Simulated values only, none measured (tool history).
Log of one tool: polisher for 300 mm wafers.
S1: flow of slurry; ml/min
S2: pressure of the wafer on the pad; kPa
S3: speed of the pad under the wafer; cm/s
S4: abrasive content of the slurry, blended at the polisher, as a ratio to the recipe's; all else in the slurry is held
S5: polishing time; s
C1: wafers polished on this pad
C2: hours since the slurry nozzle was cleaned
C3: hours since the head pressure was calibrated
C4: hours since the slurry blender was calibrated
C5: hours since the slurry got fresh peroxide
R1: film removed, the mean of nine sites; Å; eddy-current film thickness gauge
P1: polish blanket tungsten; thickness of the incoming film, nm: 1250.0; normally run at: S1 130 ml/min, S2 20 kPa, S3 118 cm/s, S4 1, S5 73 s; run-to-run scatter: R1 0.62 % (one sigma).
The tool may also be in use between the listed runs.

run  hour   S1    S2   S3    S4   S5   C1     C2     C3     C4    C5      R1
  1   2.7  130    20  118     1   73  339  333.6    188  175.6  42.2  3447.7
  2   5.3  130    20  154     1   73  358  336.2  190.6  178.2  44.8  4512.6
  3   8.4  130    20  118     1   73  380  339.3  193.7  181.3  47.9  3492.7
  4  11.6  130    20  118  0.65   73  404  342.5  196.9  184.5  51.1  3158.9
  5  15.5  130    20  118     1   73  432  346.4  200.8  188.4    55  3449.4
  6  17.9  130    20  118     1   39  449  348.8  203.2  190.8  57.4  1866.4
  7  21.6  130    20  118     1   73  476  352.5  206.9  194.5  61.1  3469.9
  8  23.9   90    20  118     1   73  493  354.8  209.2  196.8  63.4  3175.4
  9    26  130  28.3  118     1   73  508  356.9  211.3  198.9  65.5  4856.8
 10  29.9  200    20  118     1   73  536  360.8  215.2  202.8  69.4  3748.8
     31.8  -- slurry tank refilled with fresh slurry and peroxide
 11  33.8  130     9  118     1   73  564  364.7  219.1  206.7   2.1  1553.5
 12  38.1  130  26.2   54     1   73  596    369  223.4    211   6.4  2085.5
 13  41.7  130    20  118     1  100  622  372.6    227  214.6    10  4727.2
 14  45.4  130    20   54     1   73  649  376.3  230.7  218.3  13.7  1592.9
 15  47.6  130    20  118     1   73  664  378.5  232.9  220.5  15.9  3458.3
 16  50.8  130    20  118   1.4   73  688  381.7  236.1  223.7  19.1  3763.3
 17  52.9  130    20  118     1   73  703  383.8  238.2  225.8  21.2  3492.2
 18  56.4  130    20  118     1   73  728  387.3  241.7  229.3  24.7  3452.1
 19  58.4  130    20  118     1   73  743  389.3  243.7  231.3  26.7  3390.4
 20  62.2  130    20  118     1   73  770  393.1  247.5  235.1  30.5  3308.9
 21  66.1  130    20  118     1   73  799    397  251.4    239  34.4  3287.1
 22  69.8  130    20  118     1   73  825  400.7  255.1  242.7  38.1  3286.5
     72.9  -- head pressure recalibrated
 23  72.9  130    20  118     1   73  848  403.8      0  245.8  41.2  3190.7
     74.2  -- slurry blender recalibrated
     75.2  -- worn pad replaced by a new one
 24  76.7  130    20  118     1   73   11  407.6    3.8    2.5    45  3208.1
 25  79.3  130    20  118     1   73   30  410.2    6.4    5.1  47.6  3214.5
 26  83.6  130    20  118     1   73   61  414.5   10.7    9.4  51.9    3220

What P1 gives has crept away from where it was. These 2 causes fit the log equally well, each at the size given:
A: peroxide lost from the slurry, % = 18.5
B: slurry flow missing at the pad, % = 29.2
The creep began at about hour 56.4.
Why every other cause is out:
removal rate lost through wear of the pad, %: serviced at hour 75.2, which brought nothing back
head's pressure below its setpoint, %: serviced at hour 72.9, which brought nothing back
abrasive missing from the slurry, %: serviced at hour 74.2, which brought nothing back

4 check runs are offered, each on 3 wafers whose results are averaged, their results left as question marks. Which one tells the causes apart?
check 1  87.9  130    11   76   1  73                       ?
check 2  87.9  130  15.9  118   1  73                       ?
check 3  87.9  130  13.1   84   1  73                       ?
check 4  87.9  200    20  118   1  73                       ?

What each check would give under each cause:
  check  result    if A    if B
check 1      R1  1136.7  1136.5
check 2      R1    2537  2536.5
check 3      R1  1491.9  1491.6
check 4      R1  3430.7  3520.2
How far apart the two closest causes lie, in the result that separates them most: check 1 0.02 %; check 2 0.02 %; check 3 0.02 %; check 4 2.57 %
Check 4 tells the causes apart: in the others they would give nearly the same result.

Check 4 was then run and gave: R1 3416.5 Å. Which cause is it?

It is A: peroxide lost from the slurry, %.
